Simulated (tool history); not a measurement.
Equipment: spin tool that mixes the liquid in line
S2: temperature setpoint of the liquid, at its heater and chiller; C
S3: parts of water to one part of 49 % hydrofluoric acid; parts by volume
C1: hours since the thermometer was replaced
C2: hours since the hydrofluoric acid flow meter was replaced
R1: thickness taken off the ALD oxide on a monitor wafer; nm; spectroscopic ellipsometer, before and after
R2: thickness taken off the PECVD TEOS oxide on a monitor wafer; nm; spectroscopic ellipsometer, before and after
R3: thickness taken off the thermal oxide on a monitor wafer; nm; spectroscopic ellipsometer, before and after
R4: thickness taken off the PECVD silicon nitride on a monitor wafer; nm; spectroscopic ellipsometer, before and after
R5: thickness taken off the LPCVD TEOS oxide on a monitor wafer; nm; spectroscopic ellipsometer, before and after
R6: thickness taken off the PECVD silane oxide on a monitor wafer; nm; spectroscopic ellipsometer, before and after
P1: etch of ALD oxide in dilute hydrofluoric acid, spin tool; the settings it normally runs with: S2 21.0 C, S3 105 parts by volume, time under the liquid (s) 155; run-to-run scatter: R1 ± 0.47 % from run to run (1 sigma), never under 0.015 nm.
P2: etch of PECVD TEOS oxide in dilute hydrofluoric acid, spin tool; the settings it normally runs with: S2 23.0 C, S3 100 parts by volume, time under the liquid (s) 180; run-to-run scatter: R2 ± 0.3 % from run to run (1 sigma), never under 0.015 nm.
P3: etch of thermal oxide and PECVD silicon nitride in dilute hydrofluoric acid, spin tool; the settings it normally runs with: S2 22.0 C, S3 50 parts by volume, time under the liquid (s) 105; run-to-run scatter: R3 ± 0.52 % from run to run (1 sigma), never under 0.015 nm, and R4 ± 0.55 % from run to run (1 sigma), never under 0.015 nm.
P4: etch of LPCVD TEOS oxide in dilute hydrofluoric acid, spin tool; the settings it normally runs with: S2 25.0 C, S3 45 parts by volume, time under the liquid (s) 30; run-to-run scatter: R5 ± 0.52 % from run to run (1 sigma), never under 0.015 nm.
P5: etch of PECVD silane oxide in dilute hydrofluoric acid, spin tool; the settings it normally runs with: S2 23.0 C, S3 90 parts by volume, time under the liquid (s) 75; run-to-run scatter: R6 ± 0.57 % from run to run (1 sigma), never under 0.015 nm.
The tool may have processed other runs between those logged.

Run 1, hour 13.4: process that ran P1, S2 21.0 C, S3 105 parts by volume, time under the liquid (s) 155; C1 272.5; C2 821.9. Result: R1 20.2590 nm.
Run 2, hour 26.7: process that ran P2, S2 23.0 C, S3 100 parts by volume, time under the liquid (s) 340; C1 285.8; C2 835.2. Result: R2 33.271 nm.
Run 3, hour 40.0: process that ran P3, S2 22.0 C, S3 50 parts by volume, time under the liquid (s) 105; C1 299.1; C2 848.5. Result: R3 10.2250 nm, R4 10.3440 nm.
Run 4, hour 49.6: process that ran P1, S2 17.0 C, S3 150 parts by volume, time under the liquid (s) 155; C1 308.7; C2 858.1. Result: R1 11.4450 nm.
Run 5, hour 62.8: process that ran P4, S2 25.0 C, S3 45 parts by volume, time under the liquid (s) 30; C1 321.9; C2 871.3. Result: R5 41.871 nm.
Run 6, hour 76.5: process that ran P1, S2 21.0 C, S3 105 parts by volume, time under the liquid (s) 155; C1 335.6; C2 885.0. Result: R1 20.3940 nm.
Run 7, hour 85.2: process that ran P1, S2 21.0 C, S3 185 parts by volume, time under the liquid (s) 155; C1 344.3; C2 893.7. Result: R1 10.4430 nm.
Run 8, hour 94.8: process that ran P1, S2 21.0 C, S3 105 parts by volume, time under the liquid (s) 155; C1 353.9; C2 903.3. Result: R1 20.3360 nm.
Run 9, hour 104.0: process that ran P2, S2 30.0 C, S3 100 parts by volume, time under the liquid (s) 180; C1 363.1; C2 912.5. Result: R2 23.004 nm.
Run 10, hour 117.9: process that ran P3, S2 22.0 C, S3 50 parts by volume, time under the liquid (s) 25; C1 377.0; C2 926.4. Result: R3 2.4912 nm, R4 2.4586 nm.
Run 11, hour 124.9: process that ran P4, S2 25.0 C, S3 20 parts by volume, time under the liquid (s) 30; C1 384.0; C2 933.4. Result: R5 97.946 nm.
Run 12, hour 139.1: process that ran P1, S2 21.0 C, S3 105 parts by volume, time under the liquid (s) 155; C1 398.2; C2 947.6. Result: R1 20.1380 nm.
Run 13, hour 152.1: process that ran P5, S2 23.0 C, S3 90 parts by volume, time under the liquid (s) 75; C1 411.2; C2 960.6. Result: R6 32.6510 nm.
Run 14, hour 166.5: process that ran P1, S2 21.0 C, S3 105 parts by volume, time under the liquid (s) 155; C1 425.6; C2 975.0. Result: R1 20.2160 nm.
Run 15, hour 173.8: process that ran P1, S2 21.0 C, S3 105 parts by volume, time under the liquid (s) 155; C1 432.9; C2 982.3. Result: R1 20.1700 nm.
Run 16, hour 188.1: process that ran P4, S2 19.5 C, S3 45 parts by volume, time under the liquid (s) 30; C1 447.2; C2 996.6. Result: R5 33.444 nm.
Run 17, hour 198.6: process that ran P1, S2 29.0 C, S3 105 parts by volume, time under the liquid (s) 155; C1 457.7; C2 1007.1. Result: R1 27.4150 nm.
Run 18, hour 209.0: process that ran P3, S2 22.0 C, S3 90 parts by volume, time under the liquid (s) 105; C1 468.1; C2 1017.5. Result: R3 5.4247 nm, R4 5.8248 nm.
Run 19, hour 221.4: process that ran P1, S2 17.0 C, S3 105 parts by volume, time under the liquid (s) 155; C1 480.5; C2 1029.9. Result: R1 17.0730 nm.
Run 20, hour 234.5: process that ran P5, S2 23.0 C, S3 20 parts by volume, time under the liquid (s) 75; C1 493.6; C2 1043.0. Result: R6 160.6900 nm.
Run 21, hour 244.3: process that ran P1, S2 27.0 C, S3 105 parts by volume, time under the liquid (s) 30; C1 503.4; C2 1052.8. Result: R1 4.9630 nm.
Run 22, hour 257.3: process that ran P4, S2 25.0 C, S3 45 parts by volume, time under the liquid (s) 30; C1 516.4; C2 1065.8. Result: R5 42.155 nm.
Run 23, hour 267.8: process that ran P1, S2 21.0 C, S3 45 parts by volume, time under the liquid (s) 70; C1 526.9; C2 1076.3. Result: R1 22.8500 nm.
Run 24, hour 274.2: process that ran P1, S2 21.0 C, S3 60 parts by volume, time under the liquid (s) 155; C1 533.3; C2 1082.7. Result: R1 36.9570 nm.
Run 25, hour 284.6: process that ran P5, S2 17.0 C, S3 90 parts by volume, time under the liquid (s) 75; C1 543.7; C2 1093.1. Result: R6 25.7200 nm.
Run 26, hour 298.3: process that ran P1, S2 21.0 C, S3 105 parts by volume, time under the liquid (s) 65; C1 557.4; C2 1106.8. Result: R1 8.4877 nm.
Run 27, hour 307.6: process that ran P2, S2 23.0 C, S3 100 parts by volume, time under the liquid (s) 180; C1 566.7; C2 1116.1. Result: R2 17.516 nm.
Run 28, hour 319.5: process that ran P3, S2 17.0 C, S3 50 parts by volume, time under the liquid (s) 105; C1 578.6; C2 1128.0. Result: R3 8.2975 nm, R4 7.3114 nm.
Run 29, hour 330.8: process that ran P2, S2 23.0 C, S3 65 parts by volume, time under the liquid (s) 180; C1 589.9; C2 1139.3. Result: R2 28.167 nm.
Run 30, hour 338.9: process that ran P4, S2 25.0 C, S3 45 parts by volume, time under the liquid (s) 15; C1 598.0; C2 1147.4. Result: R5 20.887 nm.
Run 31, hour 353.2: process that ran P2, S2 23.0 C, S3 100 parts by volume, time under the liquid (s) 180; C1 612.3; C2 1161.7. Result: R2 17.441 nm.
Run 32, hour 362.7: process that ran P1, S2 21.0 C, S3 105 parts by volume, time under the liquid (s) 235; C1 621.8; C2 1171.2. Result: R1 30.7910 nm.
Run 33, hour 372.7: process that ran P5, S2 23.0 C, S3 90 parts by volume, time under the liquid (s) 20; C1 631.8; C2 1181.2. Result: R6 8.7704 nm.
Run 34, hour 384.2: process that ran P1, S2 21.0 C, S3 105 parts by volume, time under the liquid (s) 155; C1 643.3; C2 1192.7. Result: R1 20.2150 nm.
Run 35, hour 391.3: process that ran P1, S2 21.0 C, S3 105 parts by volume, time under the liquid (s) 155; C1 650.4; C2 1199.8. Result: R1 20.1910 nm.
Run 36, hour 399.2: process that ran P1, S2 21.0 C, S3 105 parts by volume, time under the liquid (s) 155; C1 658.3; C2 1207.7. Result: R1 20.8520 nm.
Run 37, hour 409.9: process that ran P1, S2 21.0 C, S3 105 parts by volume, time under the liquid (s) 155; C1 669.0; C2 1218.4. Result: R1 21.2150 nm.
Run 38, hour 417.3: process that ran P1, S2 21.0 C, S3 105 parts by volume, time under the liquid (s) 155; C1 676.4; C2 1225.8. Result: R1 21.3890 nm.
Run 39, hour 424.7: process that ran P1, S2 21.0 C, S3 105 parts by volume, time under the liquid (s) 155; C1 683.8; C2 1233.2. Result: R1 21.5690 nm.
Run 40, hour 437.2: process that ran P1, S2 21.0 C, S3 105 parts by volume, time under the liquid (s) 155; C1 696.3; C2 1245.7. Result: R1 21.5100 nm.
Run 41, hour 451.4: process that ran P1, S2 21.0 C, S3 105 parts by volume, time under the liquid (s) 155; C1 710.5; C2 1259.9. Result: R1 21.6840 nm.

P1 no longer gives what it gave before; its output has crept away from where it was. The following 2 causes, each at its listed size, fit the log equally well:
A: hydrofluoric acid flow above the setpoint (%) = 6.81
B: liquid hotter than its thermometer reads (K) = 1.83
Creep in the process output first set in at about hour 391.3.

Consider the 4 single-wafer check runs listed below, results given as question marks: which one distinguishes between the causes by giving clearly different results for each?
Run check 1, hour 465.6: process that ran P5, S2 23.0 C, S3 30 parts by volume, time under the liquid (s) 45. Result: R6 ?.
Run check 2, hour 465.6: process that ran P2, S2 29.5 C, S3 100 parts by volume, time under the liquid (s) 180. Result: R2 ?.
Run check 3, hour 465.6: process that ran P3, S2 19.0 C, S3 90 parts by volume, time under the liquid (s) 105. Result: R3 ?, R4 ?.
Run check 4, hour 465.6: process that ran P4, S2 25.0 C, S3 20 parts by volume, time under the liquid (s) 15. Result: R5 ?.

If the cause were each of the candidates in turn, the checks would give the following:
  check  result     if A     if B
check 1      R6  68.1200  68.6900
check 2      R2   24.327   24.169
check 3      R3   5.1884   5.2062
check 3      R4   5.0277   5.3438
check 4      R5   52.495   52.931
Separation of the two closest causes in each check, using whichever result separates them best: check 1 0.83 %; check 2 0.65 %; check 3 6.1 %; check 4 0.83 %
The other checks would show nearly matching results whichever cause is true, so check 3 is the only one that separates the causes.

With check 3 done, the readings were: R3 5.2344 nm; R4 5.3181 nm. Identify which of the listed causes applies.

The correct cause is B, namely: liquid hotter than its thermometer reads (K).
